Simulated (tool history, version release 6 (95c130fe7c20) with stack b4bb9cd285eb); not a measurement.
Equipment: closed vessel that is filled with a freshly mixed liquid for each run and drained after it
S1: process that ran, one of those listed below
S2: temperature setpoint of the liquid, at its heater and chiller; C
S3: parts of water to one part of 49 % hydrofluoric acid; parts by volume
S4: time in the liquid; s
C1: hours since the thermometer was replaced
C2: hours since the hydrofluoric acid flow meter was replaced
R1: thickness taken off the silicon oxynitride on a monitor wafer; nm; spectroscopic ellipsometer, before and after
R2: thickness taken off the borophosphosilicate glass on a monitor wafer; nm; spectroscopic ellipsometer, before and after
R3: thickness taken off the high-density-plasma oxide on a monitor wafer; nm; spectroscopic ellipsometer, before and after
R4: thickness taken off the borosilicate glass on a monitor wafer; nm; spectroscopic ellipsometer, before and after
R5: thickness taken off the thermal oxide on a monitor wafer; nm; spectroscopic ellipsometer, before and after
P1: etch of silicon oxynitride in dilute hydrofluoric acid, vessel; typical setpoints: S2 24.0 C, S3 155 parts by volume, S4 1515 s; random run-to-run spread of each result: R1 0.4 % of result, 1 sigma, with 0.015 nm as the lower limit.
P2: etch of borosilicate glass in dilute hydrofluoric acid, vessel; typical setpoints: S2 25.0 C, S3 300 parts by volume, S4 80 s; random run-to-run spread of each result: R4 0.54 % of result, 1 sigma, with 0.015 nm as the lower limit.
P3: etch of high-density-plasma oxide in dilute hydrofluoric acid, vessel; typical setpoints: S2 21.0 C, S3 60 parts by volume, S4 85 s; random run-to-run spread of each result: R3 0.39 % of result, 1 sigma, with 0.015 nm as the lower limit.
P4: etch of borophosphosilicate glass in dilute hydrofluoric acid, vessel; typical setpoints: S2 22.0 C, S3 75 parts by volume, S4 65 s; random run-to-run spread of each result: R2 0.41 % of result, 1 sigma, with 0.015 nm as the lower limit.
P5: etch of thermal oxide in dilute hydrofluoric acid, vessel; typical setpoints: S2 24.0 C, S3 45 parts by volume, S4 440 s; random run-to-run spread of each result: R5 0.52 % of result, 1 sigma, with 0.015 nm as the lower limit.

run 1 hour=7.0 | S1=P1 S2=24.0 S3=155 S4=1515 | C1=256.8 C2=481.6 | R1=17.9770
run 2 hour=12.9 | S1=P4 S2=22.0 S3=30 S4=65 | C1=262.7 C2=487.5 | R2=82.658
run 3 hour=21.5 | S1=P1 S2=24.0 S3=35 S4=1515 | C1=271.3 C2=496.1 | R1=87.5060
run 4 hour=31.7 | S1=P3 S2=21.0 S3=60 S4=85 | C1=281.5 C2=506.3 | R3=6.8907
run 5 hour=41.7 | S1=P2 S2=25.0 S3=150 S4=80 | C1=291.5 C2=516.3 | R4=18.2330
run 6 hour=54.4 | S1=P1 S2=28.0 S3=155 S4=1515 | C1=304.2 C2=529.0 | R1=21.4410
run 7 hour=65.1 | S1=P2 S2=32.0 S3=300 S4=80 | C1=314.9 C2=539.7 | R4=9.8434
run 8 hour=74.1 | S1=P3 S2=21.0 S3=60 S4=30 | C1=323.9 C2=548.7 | R3=2.4267
run 9 hour=81.3 | S1=P1 S2=19.0 S3=155 S4=1515 | C1=331.1 C2=555.9 | R1=14.2220
run 10 hour=88.8 | S1=P4 S2=22.0 S3=75 S4=30 | C1=338.6 C2=563.4 | R2=14.378
run 11 hour=100.6 | S1=P4 S2=25.5 S3=75 S4=65 | C1=350.4 C2=575.2 | R2=36.017
run 12 hour=107.0 | S1=P1 S2=24.0 S3=155 S4=1515 | C1=356.8 C2=581.6 | R1=18.0790
run 13 hour=115.2 | S1=P2 S2=25.0 S3=300 S4=155 | C1=365.0 C2=589.8 | R4=15.1650
run 14 hour=126.0 | S1=P5 S2=24.0 S3=45 S4=710 | C1=375.8 C2=600.6 | R5=76.805
run 15 hour=135.4 | S1=P2 S2=25.0 S3=300 S4=80 | C1=385.2 C2=610.0 | R4=7.7953
run 16 hour=147.5 | S1=P1 S2=24.0 S3=155 S4=385 | C1=397.3 C2=622.1 | R1=4.5859
run 17 hour=153.2 | S1=P5 S2=17.0 S3=45 S4=440 | C1=403.0 C2=627.8 | R5=35.006
run 18 hour=161.5 | S1=P1 S2=17.5 S3=90 S4=1515 | C1=411.3 C2=636.1 | R1=23.7400
run 19 hour=171.8 | S1=P5 S2=24.0 S3=45 S4=440 | C1=421.6 C2=646.4 | R5=46.861
run 20 hour=181.0 | S1=P3 S2=21.0 S3=100 S4=85 | C1=430.8 C2=655.6 | R3=3.9028
run 21 hour=189.4 | S1=P2 S2=25.0 S3=300 S4=80 | C1=439.2 C2=664.0 | R4=7.7998
run 22 hour=202.1 | S1=P4 S2=22.0 S3=75 S4=65 | C1=451.9 C2=676.7 | R2=31.220
run 23 hour=209.2 | S1=P1 S2=24.0 S3=240 S4=1515 | C1=459.0 C2=683.8 | R1=10.8170
run 24 hour=221.0 | S1=P1 S2=20.5 S3=155 S4=2835 | C1=470.8 C2=695.6 | R1=28.3810
run 25 hour=233.1 | S1=P1 S2=24.0 S3=155 S4=1515 | C1=482.9 C2=707.7 | R1=18.0350
run 26 hour=239.3 | S1=P3 S2=29.0 S3=60 S4=85 | C1=489.1 C2=713.9 | R3=9.4768
run 27 hour=251.3 | S1=P1 S2=24.0 S3=155 S4=2415 | C1=501.1 C2=725.9 | R1=28.8240
run 28 hour=258.2 | S1=P5 S2=24.0 S3=45 S4=440 | C1=508.0 C2=732.8 | R5=47.753
run 29 hour=270.2 | S1=P1 S2=24.0 S3=155 S4=1515 | C1=520.0 C2=744.8 | R1=17.9890
run 30 hour=281.5 | S1=P1 S2=24.0 S3=155 S4=1515 | C1=531.3 C2=756.1 | R1=17.9190
run 31 hour=290.4 | S1=P3 S2=21.0 S3=60 S4=85 | C1=540.2 C2=765.0 | R3=6.8480
run 32 hour=303.4 | S1=P5 S2=24.0 S3=70 S4=440 | C1=553.2 C2=778.0 | R5=29.582
run 33 hour=309.1 | S1=P1 S2=24.0 S3=155 S4=1515 | C1=558.9 C2=783.7 | R1=17.9220
run 34 hour=321.5 | S1=P1 S2=24.0 S3=155 S4=1515 | C1=571.3 C2=796.1 | R1=17.2130

Run 35 comes next. What will it give?
run 35 hour=333.9 | S1=P1 S2=24.0 S3=155 S4=1515 | C1=583.7 C2=808.5 | R1=?

Run 35 came out at R1 16.9030 nm.

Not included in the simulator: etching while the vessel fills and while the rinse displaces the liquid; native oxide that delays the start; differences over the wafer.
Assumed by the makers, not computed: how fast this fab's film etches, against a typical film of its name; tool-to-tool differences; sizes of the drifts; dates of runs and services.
